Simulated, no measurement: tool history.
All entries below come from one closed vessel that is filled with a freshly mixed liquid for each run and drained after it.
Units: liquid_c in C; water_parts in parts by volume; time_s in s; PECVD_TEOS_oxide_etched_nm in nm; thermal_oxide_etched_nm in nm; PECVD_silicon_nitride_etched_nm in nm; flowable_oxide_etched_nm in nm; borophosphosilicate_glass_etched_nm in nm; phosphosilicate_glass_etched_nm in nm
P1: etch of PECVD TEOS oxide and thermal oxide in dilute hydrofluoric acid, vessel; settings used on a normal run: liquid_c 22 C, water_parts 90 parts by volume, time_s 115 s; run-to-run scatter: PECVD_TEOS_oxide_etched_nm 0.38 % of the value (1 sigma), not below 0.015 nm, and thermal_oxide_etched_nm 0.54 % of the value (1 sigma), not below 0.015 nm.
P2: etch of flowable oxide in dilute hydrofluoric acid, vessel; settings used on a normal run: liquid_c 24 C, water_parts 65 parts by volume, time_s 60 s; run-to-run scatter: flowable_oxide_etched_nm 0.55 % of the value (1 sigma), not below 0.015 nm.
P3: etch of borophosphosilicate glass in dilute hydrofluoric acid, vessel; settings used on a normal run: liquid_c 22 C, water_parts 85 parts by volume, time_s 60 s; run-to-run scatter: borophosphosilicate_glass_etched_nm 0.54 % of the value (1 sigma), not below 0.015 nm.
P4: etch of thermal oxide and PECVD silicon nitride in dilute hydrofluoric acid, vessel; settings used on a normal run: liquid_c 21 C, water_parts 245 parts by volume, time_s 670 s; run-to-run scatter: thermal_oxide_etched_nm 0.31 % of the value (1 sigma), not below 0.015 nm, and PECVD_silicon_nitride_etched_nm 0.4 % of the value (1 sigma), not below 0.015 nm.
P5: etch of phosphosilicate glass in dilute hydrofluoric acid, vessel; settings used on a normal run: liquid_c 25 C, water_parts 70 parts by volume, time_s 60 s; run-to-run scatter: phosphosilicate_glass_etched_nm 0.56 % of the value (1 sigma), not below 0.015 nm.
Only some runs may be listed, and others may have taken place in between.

run	hour	process	liquid_c	water_parts	time_s	PECVD_TEOS_oxide_etched_nm	thermal_oxide_etched_nm	PECVD_silicon_nitride_etched_nm	flowable_oxide_etched_nm	borophosphosilicate_glass_etched_nm	phosphosilicate_glass_etched_nm
1	11.8	P1	22	90	115	34.255	5.5756				
2	23.9	P4	29	245	670		13.554	21.389			
3	34.9	P1	30	90	115	47.189	7.6828				
4	49.9	P2	24	65	60				37.381		
5	64.7	P4	21	245	670		10.139	13.033			
6	78.9	P3	17	85	60					45.99	
7	87.2	P3	22	85	60					56.63	
8	96	P5	25	30	60						304.85
9	108.3	P5	25	70	60						123.96
10	118.4	P1	22	90	115	34.391	5.6186				
11	129.3	P1	22	130	115	22.607	3.6601				
12	143.3	P3	22	85	95					89.141	
13	158.3	P1	17	90	115	27.966	4.5396				
14	170.6	P1	22	20	115	170.22	27.499				
15	178.1	P3	22	20	60					259.95	
16	187	P1	22	25	30	35.066	5.6739				
17	195.7	P5	19	70	60						96.388
18	207	P5	25	70	60						124.31
19	223	P4	21	120	670		23.515	26.235			
20	233.5	P2	24	65	60				37.78		
21	246.5	P2	18.5	65	60				29.436		
22	258.8	P1	22	90	115	34.476	5.5623				
23	271.1	P4	21	245	105		1.5933	2.0477			
24	279.2	P1	22	90	210	62.501	10.244				
25	288.7	P1	17	90	40	9.7046	1.5689				
# hour 300.7: hydrofluoric acid flow meter replaced
26	301	P3	22	85	60					55.866	
27	311.6	P1	22	90	115	34.387	5.5444				
28	319.2	P1	22	90	30	9.0262	1.4541				
29	332	P2	24	20	60				128.85		
30	347.9	P2	24	65	95				58.151		
31	356	P5	25	70	30						61.686
32	368.2	P1	22	90	115	34.504	5.603				
33	377.7	P1	22	90	115	35.645	5.7995				
34	386.2	P1	22	90	115	36.473	5.9783				
35	396	P1	22	90	115	36.926	5.9836				
36	402.9	P1	22	90	115	37.173	6.0433				
37	415.4	P1	22	90	115	37.433	6.1163				
38	429.2	P1	22	90	115	37.812	6.1009				
39	436.6	P1	22	90	115	37.395	6.1056				
40	445.3	P1	22	90	115	37.919	6.1383				
41	453.3	P1	22	90	115	37.64	6.2028				

What P1 gives has crept away from where it was. These 2 causes fit the log equally well, each at the size given:
A: hydrofluoric acid flow above the setpoint (%) = 8.94
B: liquid hotter than its thermometer reads (K) = 2.35
The gradual shift began around hour 368.2.

Which of the 4 check runs listed below separates the causes, so that each cause would produce a clearly different result? Each run uses one wafer, and its results are marked with question marks.
check 1	461.3	P2	24	30	60				?		
check 2	461.3	P3	17	85	80					?	
check 3	461.3	P5	25	70	30						?
check 4	461.3	P4	28	245	670		?	?			

How each check would come out, cause by cause:
check	result	if A	if B
check 1	flowable_oxide_etched_nm	92.356	93.154
check 2	borophosphosilicate_glass_etched_nm	66.855	67.249
check 3	phosphosilicate_glass_etched_nm	67.649	67.671
check 4	thermal_oxide_etched_nm	14.537	14.122
check 4	PECVD_silicon_nitride_etched_nm	22.023	23.207
Distance between the nearest two causes, measured in the result of the check that separates them most: check 1 0.86 %; check 2 0.59 %; check 3 0.03 %; check 4 5.23 %
Of the check runs offered, only check 4 discriminates between the causes; the rest would read about the same regardless of which cause applies.

Then check 4 was run and gave: thermal_oxide_etched_nm 14.581 nm; PECVD_silicon_nitride_etched_nm 21.937 nm. Which cause is it?

A is the cause: hydrofluoric acid flow above the setpoint (%).
